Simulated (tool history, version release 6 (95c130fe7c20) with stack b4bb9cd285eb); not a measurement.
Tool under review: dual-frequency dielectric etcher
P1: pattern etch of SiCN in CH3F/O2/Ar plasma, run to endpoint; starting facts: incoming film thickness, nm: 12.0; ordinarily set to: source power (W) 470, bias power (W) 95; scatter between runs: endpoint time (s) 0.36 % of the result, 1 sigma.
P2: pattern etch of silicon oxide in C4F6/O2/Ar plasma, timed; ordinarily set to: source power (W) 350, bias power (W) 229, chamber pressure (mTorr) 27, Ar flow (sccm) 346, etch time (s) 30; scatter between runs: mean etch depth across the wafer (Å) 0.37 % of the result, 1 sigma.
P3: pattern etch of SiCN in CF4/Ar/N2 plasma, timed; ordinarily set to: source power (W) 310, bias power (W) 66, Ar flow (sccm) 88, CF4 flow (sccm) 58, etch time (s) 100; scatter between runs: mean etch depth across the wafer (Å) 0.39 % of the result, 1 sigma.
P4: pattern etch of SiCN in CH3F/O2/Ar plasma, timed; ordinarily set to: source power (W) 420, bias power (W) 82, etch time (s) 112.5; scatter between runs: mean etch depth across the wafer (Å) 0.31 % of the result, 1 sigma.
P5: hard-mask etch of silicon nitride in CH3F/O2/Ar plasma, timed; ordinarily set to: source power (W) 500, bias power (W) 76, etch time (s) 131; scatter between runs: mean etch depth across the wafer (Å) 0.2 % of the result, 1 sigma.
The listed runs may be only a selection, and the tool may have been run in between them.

| run | hour | process that ran | source power (W) | bias power (W) | Ar flow (sccm) | CF4 flow (sccm) | etch time (s) | chamber pressure (mTorr) | endpoint time (s) | mean etch depth across the wafer (Å) |
|---|---|---|---|---|---|---|---|---|---|---|
| 1 | 10.3 | P1 | 470 | 95 |  |  |  |  | 28.086 |  |
| 2 | 26.7 | P3 | 310 | 66 | 88 | 58 | 68.5 |  |  | 410.43 |
| 3 | 35.6 | P1 | 600 | 95 |  |  |  |  | 25.724 |  |
| 4 | 46.2 | P4 | 420 | 60 |  |  | 112.5 |  |  | 402.31 |
| 5 | 55.1 | P2 | 350 | 229 | 346 |  | 16.5 | 27 |  | 542.24 |
| 6 | 71.3 | P1 | 470 | 76 |  |  |  |  | 30.727 |  |
| 7 | 84.3 | P5 | 500 | 76 |  |  | 168.5 |  |  | 1320.6 |
| 8 | 98.2 | P1 | 470 | 95 |  |  |  |  | 28.353 |  |
| 9 | 113.9 | P2 | 350 | 304 | 346 |  | 30 | 27 |  | 1086.6 |
| 10 | 126.5 | P2 | 430 | 229 | 346 |  | 30 | 27 |  | 1071.9 |
| 11 | 138.3 | P1 | 550 | 119 |  |  |  |  | 24.391 |  |
| 12 | 151.9 | P3 | 310 | 66 | 88 | 58 | 100 |  |  | 596.58 |
| 13 | 165.1 | P1 | 470 | 119 |  |  |  |  | 25.869 |  |
| 14 | 173 | P1 | 470 | 95 |  |  |  |  | 28.104 |  |
| 15 | 186 | P5 | 340 | 76 |  |  | 131 |  |  | 887.64 |
| 16 | 198.9 | P2 | 350 | 229 | 346 |  | 30 | 27 |  | 993.69 |
| 17 | 208.6 | P1 | 470 | 95 |  |  |  |  | 28.093 |  |
| 18 | 224.9 | P5 | 500 | 94 |  |  | 131 |  |  | 1110 |
| 19 | 239.5 | P2 | 350 | 229 | 256 |  | 30 | 27 |  | 1018.9 |
| 20 | 247.5 | P3 | 310 | 66 | 88 | 58 | 100 |  |  | 596.23 |
| 21 | 257.9 | P3 | 310 | 66 | 106 | 58 | 100 |  |  | 579.16 |
| 22 | 268.5 | P4 | 560 | 82 |  |  | 112.5 |  |  | 497.08 |
| 23 | 284.2 | P3 | 310 | 66 | 88 | 47 | 100 |  |  | 580.5 |
| 24 | 299.5 | P3 | 310 | 90 | 88 | 58 | 100 |  |  | 663.33 |
| 25 | 310.9 | P5 | 500 | 76 |  |  | 131 |  |  | 1030 |
| 26 | 325.1 | P4 | 420 | 82 |  |  | 165.5 |  |  | 660.19 |
| 27 | 336.1 | P3 | 420 | 66 | 88 | 58 | 100 |  |  | 780.25 |
| 28 | 348.2 | P4 | 420 | 82 |  |  | 112.5 |  |  | 446.94 |

Forecast run 29:
| 29 | 359.6 | P1 | 350 | 95 |  |  |  |  | ? |  |

{"run 29": {"endpoint time (s)": 31.41}}
